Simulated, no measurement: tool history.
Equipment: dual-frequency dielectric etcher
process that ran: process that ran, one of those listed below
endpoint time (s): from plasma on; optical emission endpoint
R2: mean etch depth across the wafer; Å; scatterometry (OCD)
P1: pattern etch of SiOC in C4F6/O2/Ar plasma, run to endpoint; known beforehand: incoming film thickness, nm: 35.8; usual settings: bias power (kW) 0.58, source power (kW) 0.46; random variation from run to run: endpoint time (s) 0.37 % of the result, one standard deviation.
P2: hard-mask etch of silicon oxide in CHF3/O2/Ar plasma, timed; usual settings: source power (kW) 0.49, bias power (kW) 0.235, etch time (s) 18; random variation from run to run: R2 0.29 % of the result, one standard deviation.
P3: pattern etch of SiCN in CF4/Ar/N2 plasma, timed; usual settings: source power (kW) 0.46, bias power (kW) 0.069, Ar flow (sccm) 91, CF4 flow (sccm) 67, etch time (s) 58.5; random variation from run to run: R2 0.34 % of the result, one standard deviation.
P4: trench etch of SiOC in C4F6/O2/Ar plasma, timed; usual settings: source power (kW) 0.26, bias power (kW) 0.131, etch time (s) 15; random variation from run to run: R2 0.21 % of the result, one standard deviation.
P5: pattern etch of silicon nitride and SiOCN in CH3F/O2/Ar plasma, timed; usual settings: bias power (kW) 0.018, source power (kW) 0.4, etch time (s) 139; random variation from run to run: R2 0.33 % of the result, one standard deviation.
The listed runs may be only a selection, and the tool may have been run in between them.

Run 1, day 0.508: process that ran P1, bias power (kW) 0.58, source power (kW) 0.46. Result: endpoint time (s) 10.845.
Run 2, day 0.896: process that ran P1, bias power (kW) 0.58, source power (kW) 0.46. Result: endpoint time (s) 10.699.
Run 3, day 1.221: process that ran P1, bias power (kW) 0.698, source power (kW) 0.58. Result: endpoint time (s) 9.2376.
Run 4, day 1.762: process that ran P1, bias power (kW) 0.701, source power (kW) 0.57. Result: endpoint time (s) 9.2865.
Run 5, day 2.283: process that ran P1, bias power (kW) 0.736, source power (kW) 0.34. Result: endpoint time (s) 10.987.
Run 6, day 2.742: process that ran P1, bias power (kW) 0.58, source power (kW) 0.46. Result: endpoint time (s) 10.713.
Run 7, day 3.233: process that ran P1, bias power (kW) 0.58, source power (kW) 0.61. Result: endpoint time (s) 9.7063.
At day 3.404: source power generator calibrated.
Run 8, day 3.546: process that ran P5, bias power (kW) 0.018, source power (kW) 0.4, etch time (s) 139. Result: R2 167.46 Å.
Run 9, day 4.042: process that ran P4, bias power (kW) 0.131, source power (kW) 0.26, etch time (s) 15. Result: R2 229.8 Å.
Run 10, day 4.362: process that ran P5, bias power (kW) 0.018, source power (kW) 0.5, etch time (s) 139. Result: R2 181.63 Å.
Run 11, day 4.825: process that ran P1, bias power (kW) 0.58, source power (kW) 0.46. Result: endpoint time (s) 10.74.
Run 12, day 5.312: process that ran P5, bias power (kW) 0.018, source power (kW) 0.4, etch time (s) 104. Result: R2 124.62 Å.
Run 13, day 5.575: process that ran P3, bias power (kW) 0.069, source power (kW) 0.46, etch time (s) 32, Ar flow (sccm) 91, CF4 flow (sccm) 67. Result: R2 275.31 Å.
Run 14, day 6.1: process that ran P2, bias power (kW) 0.235, source power (kW) 0.62, etch time (s) 18. Result: R2 391.98 Å.
Run 15, day 6.425: process that ran P3, bias power (kW) 0.069, source power (kW) 0.35, etch time (s) 58.5, Ar flow (sccm) 91, CF4 flow (sccm) 67. Result: R2 396.48 Å.
Run 16, day 6.938: process that ran P5, bias power (kW) 0.024, source power (kW) 0.4, etch time (s) 139. Result: R2 189.16 Å.
Run 17, day 7.471: process that ran P1, bias power (kW) 0.745, source power (kW) 0.46. Result: endpoint time (s) 9.7665.
Run 18, day 7.975: process that ran P2, bias power (kW) 0.235, source power (kW) 0.49, etch time (s) 24. Result: R2 478.41 Å.
Run 19, day 8.433: process that ran P4, bias power (kW) 0.131, source power (kW) 0.26, etch time (s) 15. Result: R2 230.28 Å.
Run 20, day 8.792: process that ran P2, bias power (kW) 0.29, source power (kW) 0.49, etch time (s) 18. Result: R2 389.08 Å.
Run 21, day 9.208: process that ran P3, bias power (kW) 0.069, source power (kW) 0.46, etch time (s) 58.5, Ar flow (sccm) 91, CF4 flow (sccm) 67. Result: R2 506.6 Å.
Run 22, day 9.496: process that ran P1, bias power (kW) 0.58, source power (kW) 0.46. Result: endpoint time (s) 10.704.
Run 23, day 9.738: process that ran P2, bias power (kW) 0.235, source power (kW) 0.49, etch time (s) 18. Result: R2 360.19 Å.
Run 24, day 10.038: process that ran P1, bias power (kW) 0.58, source power (kW) 0.37. Result: endpoint time (s) 11.724.
Run 25, day 10.521: process that ran P4, bias power (kW) 0.131, source power (kW) 0.19, etch time (s) 15. Result: R2 203.86 Å.
Run 26, day 10.946: process that ran P3, bias power (kW) 0.069, source power (kW) 0.46, etch time (s) 58.5, Ar flow (sccm) 91, CF4 flow (sccm) 82. Result: R2 517.73 Å.
Run 27, day 11.375: process that ran P4, bias power (kW) 0.131, source power (kW) 0.26, etch time (s) 22.5. Result: R2 346.83 Å.
Run 28, day 11.838: process that ran P1, bias power (kW) 0.58, source power (kW) 0.46. Result: endpoint time (s) 10.787.
Run 29, day 12.108: process that ran P4, bias power (kW) 0.182, source power (kW) 0.26, etch time (s) 15. Result: R2 254.76 Å.
Run 30, day 12.429: process that ran P3, bias power (kW) 0.069, source power (kW) 0.46, etch time (s) 58.5, Ar flow (sccm) 124, CF4 flow (sccm) 67. Result: R2 480.63 Å.
Run 31, day 12.858: process that ran P3, bias power (kW) 0.041, source power (kW) 0.46, etch time (s) 58.5, Ar flow (sccm) 91, CF4 flow (sccm) 67. Result: R2 426.81 Å.

Predict the results of run 32:
Run 32, day 13.233: process that ran P1, bias power (kW) 0.344, source power (kW) 0.46. Result: endpoint time (s) ?.

Logged for run 32: endpoint time (s) 13.049.
